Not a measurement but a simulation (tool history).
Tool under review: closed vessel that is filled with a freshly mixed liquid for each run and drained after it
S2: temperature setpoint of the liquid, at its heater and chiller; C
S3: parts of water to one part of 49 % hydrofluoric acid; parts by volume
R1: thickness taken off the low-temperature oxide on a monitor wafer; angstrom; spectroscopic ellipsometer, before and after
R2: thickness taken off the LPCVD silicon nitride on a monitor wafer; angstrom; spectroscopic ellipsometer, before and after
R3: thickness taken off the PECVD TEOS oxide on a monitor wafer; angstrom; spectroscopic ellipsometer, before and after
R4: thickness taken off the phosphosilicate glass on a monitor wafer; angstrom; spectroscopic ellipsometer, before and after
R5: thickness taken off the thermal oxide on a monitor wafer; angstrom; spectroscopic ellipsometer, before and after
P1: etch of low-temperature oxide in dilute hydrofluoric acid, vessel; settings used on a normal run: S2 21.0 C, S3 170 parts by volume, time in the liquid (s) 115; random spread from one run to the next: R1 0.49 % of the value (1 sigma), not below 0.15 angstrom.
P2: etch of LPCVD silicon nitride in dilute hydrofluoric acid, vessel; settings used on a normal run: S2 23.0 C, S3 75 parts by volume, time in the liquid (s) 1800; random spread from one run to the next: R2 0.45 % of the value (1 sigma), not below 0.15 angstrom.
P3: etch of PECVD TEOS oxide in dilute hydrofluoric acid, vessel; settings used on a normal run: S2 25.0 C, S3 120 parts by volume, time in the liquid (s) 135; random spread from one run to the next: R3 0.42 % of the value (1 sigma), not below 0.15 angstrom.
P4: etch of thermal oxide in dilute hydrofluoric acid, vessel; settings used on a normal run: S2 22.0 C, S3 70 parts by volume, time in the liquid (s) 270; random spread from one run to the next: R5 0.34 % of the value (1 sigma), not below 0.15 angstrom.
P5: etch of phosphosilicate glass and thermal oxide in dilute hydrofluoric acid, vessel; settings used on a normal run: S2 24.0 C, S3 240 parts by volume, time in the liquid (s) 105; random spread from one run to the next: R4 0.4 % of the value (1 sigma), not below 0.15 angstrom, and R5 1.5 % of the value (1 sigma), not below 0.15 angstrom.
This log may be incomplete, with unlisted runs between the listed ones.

run 1 hour=10.9 | process_that_ran=P1 S2=21.0 S3=170 time_in_the_liquid_(s)=115 | R1=120.600
run 2 hour=21.8 | process_that_ran=P1 S2=21.0 S3=170 time_in_the_liquid_(s)=115 | R1=121.090
run 3 hour=40.6 | process_that_ran=P1 S2=21.0 S3=240 time_in_the_liquid_(s)=115 | R1=79.968
run 4 hour=59.1 | process_that_ran=P2 S2=27.5 S3=75 time_in_the_liquid_(s)=1800 | R2=136.660
run 5 hour=70.7 | process_that_ran=P3 S2=25.0 S3=120 time_in_the_liquid_(s)=75 | R3=109.91
run 6 hour=86.1 | process_that_ran=P5 S2=24.0 S3=240 time_in_the_liquid_(s)=105 | R4=499.50 R5=16.7990
run 7 hour=102.3 | process_that_ran=P4 S2=22.0 S3=70 time_in_the_liquid_(s)=475 | R5=318.3200
run 8 hour=113.5 | process_that_ran=P1 S2=21.0 S3=170 time_in_the_liquid_(s)=115 | R1=121.690
run 9 hour=129.8 | process_that_ran=P5 S2=19.0 S3=240 time_in_the_liquid_(s)=105 | R4=416.54 R5=13.8930
run 10 hour=139.0 | process_that_ran=P1 S2=21.0 S3=170 time_in_the_liquid_(s)=115 | R1=120.850
run 11 hour=154.4 | process_that_ran=P1 S2=21.0 S3=170 time_in_the_liquid_(s)=220 | R1=231.950
run 12 hour=168.7 | process_that_ran=P3 S2=25.0 S3=195 time_in_the_liquid_(s)=135 | R3=110.74
run 13 hour=187.6 | process_that_ran=P3 S2=25.0 S3=120 time_in_the_liquid_(s)=135 | R3=197.14
run 14 hour=196.6 | process_that_ran=P1 S2=21.0 S3=170 time_in_the_liquid_(s)=115 | R1=120.650
run 15 hour=206.6 | process_that_ran=P2 S2=23.0 S3=75 time_in_the_liquid_(s)=2775 | R2=155.850
run 16 hour=220.6 | process_that_ran=P5 S2=24.0 S3=120 time_in_the_liquid_(s)=105 | R4=1141.30 R5=37.0260
run 17 hour=231.6 | process_that_ran=P5 S2=24.0 S3=240 time_in_the_liquid_(s)=40 | R4=189.06 R5=6.5459
run 18 hour=240.4 | process_that_ran=P4 S2=22.0 S3=70 time_in_the_liquid_(s)=270 | R5=180.4800
run 19 hour=252.3 | process_that_ran=P2 S2=23.0 S3=75 time_in_the_liquid_(s)=1800 | R2=100.880
run 20 hour=264.6 | process_that_ran=P5 S2=24.0 S3=240 time_in_the_liquid_(s)=105 | R4=501.40 R5=17.2140
run 21 hour=273.7 | process_that_ran=P3 S2=25.0 S3=120 time_in_the_liquid_(s)=135 | R3=197.43
run 22 hour=288.4 | process_that_ran=P3 S2=17.0 S3=120 time_in_the_liquid_(s)=135 | R3=142.16
run 23 hour=305.8 | process_that_ran=P1 S2=21.0 S3=170 time_in_the_liquid_(s)=115 | R1=121.150
run 24 hour=318.1 | process_that_ran=P1 S2=17.0 S3=170 time_in_the_liquid_(s)=115 | R1=102.970
run 25 hour=332.1 | process_that_ran=P1 S2=21.0 S3=170 time_in_the_liquid_(s)=115 | R1=120.340
run 26 hour=345.5 | process_that_ran=P4 S2=22.0 S3=70 time_in_the_liquid_(s)=270 | R5=180.0600
run 27 hour=363.4 | process_that_ran=P4 S2=22.0 S3=35 time_in_the_liquid_(s)=270 | R5=375.4900
run 28 hour=379.9 | process_that_ran=P1 S2=25.5 S3=170 time_in_the_liquid_(s)=195 | R1=243.700
run 29 hour=388.8 | process_that_ran=P4 S2=30.0 S3=70 time_in_the_liquid_(s)=270 | R5=248.0400
run 30 hour=397.9 | process_that_ran=P1 S2=28.5 S3=170 time_in_the_liquid_(s)=115 | R1=160.490
run 31 hour=411.0 | process_that_ran=P2 S2=23.0 S3=130 time_in_the_liquid_(s)=1800 | R2=58.423
run 32 hour=421.5 | process_that_ran=P1 S2=21.0 S3=80 time_in_the_liquid_(s)=115 | R1=284.980
run 33 hour=436.6 | process_that_ran=P1 S2=21.0 S3=170 time_in_the_liquid_(s)=60 | R1=63.679
run 34 hour=448.0 | process_that_ran=P1 S2=21.0 S3=170 time_in_the_liquid_(s)=115 | R1=122.410
run 35 hour=462.9 | process_that_ran=P1 S2=21.0 S3=170 time_in_the_liquid_(s)=115 | R1=118.890
run 36 hour=481.3 | process_that_ran=P1 S2=21.0 S3=170 time_in_the_liquid_(s)=115 | R1=116.990
run 37 hour=498.6 | process_that_ran=P1 S2=21.0 S3=170 time_in_the_liquid_(s)=115 | R1=115.170
run 38 hour=514.3 | process_that_ran=P1 S2=21.0 S3=170 time_in_the_liquid_(s)=115 | R1=115.330
run 39 hour=533.3 | process_that_ran=P1 S2=21.0 S3=170 time_in_the_liquid_(s)=115 | R1=115.180
run 40 hour=548.0 | process_that_ran=P1 S2=21.0 S3=170 time_in_the_liquid_(s)=115 | R1=114.130
run 41 hour=567.2 | process_that_ran=P1 S2=21.0 S3=170 time_in_the_liquid_(s)=115 | R1=113.900

P1 has crept away from where it was. The log is fitted equally well by each of these 2 causes, at the sizes shown:
A: hydrofluoric acid flow below the setpoint (%) = 4.77
B: liquid colder than its thermometer reads (K) = 1.47
At approximately hour 448.0, the process output began to creep.

Of the 4 check runs listed below, each run on one wafer and each result written as a question mark, which would let you distinguish the listed causes because they would give clearly different results?
run check 1 hour=586.4 | process_that_ran=P4 S2=22.0 S3=70 time_in_the_liquid_(s)=270 | R5=?
run check 2 hour=586.4 | process_that_ran=P5 S2=24.0 S3=240 time_in_the_liquid_(s)=105 | R4=? R5=?
run check 3 hour=586.4 | process_that_ran=P3 S2=25.0 S3=120 time_in_the_liquid_(s)=135 | R3=?
run check 4 hour=586.4 | process_that_ran=P2 S2=23.0 S3=75 time_in_the_liquid_(s)=1800 | R2=?

Outcome of each check run for each possible cause:
check=check_1 result=R5 if_A=171.3000 if_B=169.9800
check=check_2 result=R4 if_A=471.97 if_B=475.65
check=check_2 result=R5 if_A=15.7310 if_B=15.8530
check=check_3 result=R3 if_A=185.96 if_B=185.76
check=check_4 result=R2 if_A=96.171 if_B=91.367
Per check, the gap between the least separated pair of causes, taken in the result that splits them most: check 1 0.77 %; check 2 0.78 %; check 3 0.11 %; check 4 5.12 %
The causes can be told apart only by check 4. The other checks would give nearly the same results under each of them.

After running check 4, the following was obtained: R2 96.749 angstrom. Which cause does this point to?

The correct cause is A, namely: hydrofluoric acid flow below the setpoint (%).

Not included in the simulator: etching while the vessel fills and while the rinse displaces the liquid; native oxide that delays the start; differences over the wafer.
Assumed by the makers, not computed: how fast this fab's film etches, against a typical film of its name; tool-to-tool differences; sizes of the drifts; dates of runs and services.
